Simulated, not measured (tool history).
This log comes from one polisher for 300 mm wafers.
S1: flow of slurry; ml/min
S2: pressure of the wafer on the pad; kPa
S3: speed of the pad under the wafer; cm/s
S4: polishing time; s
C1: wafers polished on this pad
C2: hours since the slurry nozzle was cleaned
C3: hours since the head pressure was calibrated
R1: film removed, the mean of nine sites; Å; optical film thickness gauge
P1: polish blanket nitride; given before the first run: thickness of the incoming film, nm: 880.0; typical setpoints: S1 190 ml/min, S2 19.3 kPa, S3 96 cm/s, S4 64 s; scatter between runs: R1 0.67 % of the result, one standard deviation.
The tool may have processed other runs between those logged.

run   hour   S1    S2   S3  S4    C1     C2     C3      R1
  1    7.4  190  19.3   96  64   802  469.1  436.8  775.57
  2     22  115  19.3   96  64   975  483.7  451.4   707.7
  3   32.2  190  29.6   96  64  1096  493.9  461.6  1202.7
  4   43.3  190  19.3   96  64  1227    505  472.7  786.28
  5   57.5  190  19.3   96  64  1395  519.2  486.9  776.77
  6   63.9  190  19.3   96  64  1471  525.6  493.3  780.61
  7   75.3  190  19.3   96  96  1606    537  504.7  1182.6
  8   83.9  190  19.3   96  64  1708  545.6  513.3  790.37
  9   97.9  190  19.3   96  64  1874  559.6  527.3  783.06
 10  104.9  190     9   96  64  1957  566.6  534.3  359.18
 11  115.1  190  28.3  132  64  2077  576.8  544.5  1472.3
 12  128.6  190  19.3   96  64  2237  590.3    558  783.23
 13  137.8  190  19.3   44  64  2346  599.5  567.2  423.11
 14  152.2  140  19.3  126  64  2517  613.9  581.6  923.02
 15  162.7  190  19.3   96  31  2641  624.4  592.1  376.94
 16  172.7  255  19.3   96  64  2759  634.4  602.1  813.68
 17  182.8  190  19.3  146  64  2879  644.5  612.2  1091.8
 18  191.6  190  19.3   96  64  2983  653.3    621  787.83
 19  202.2  190  19.3   96  64  3109  663.9  631.6  760.99
 20  209.4  190  19.3   96  64  3194  671.1  638.8  759.44
 21  217.9  190  19.3   96  64  3295  679.6  647.3  761.91

Run 22, settings as shown, results not yet in. Your forecast:
 22  231.2  190  19.3  96  64  3452  692.9  660.6   ?

R1: 752.97 Å
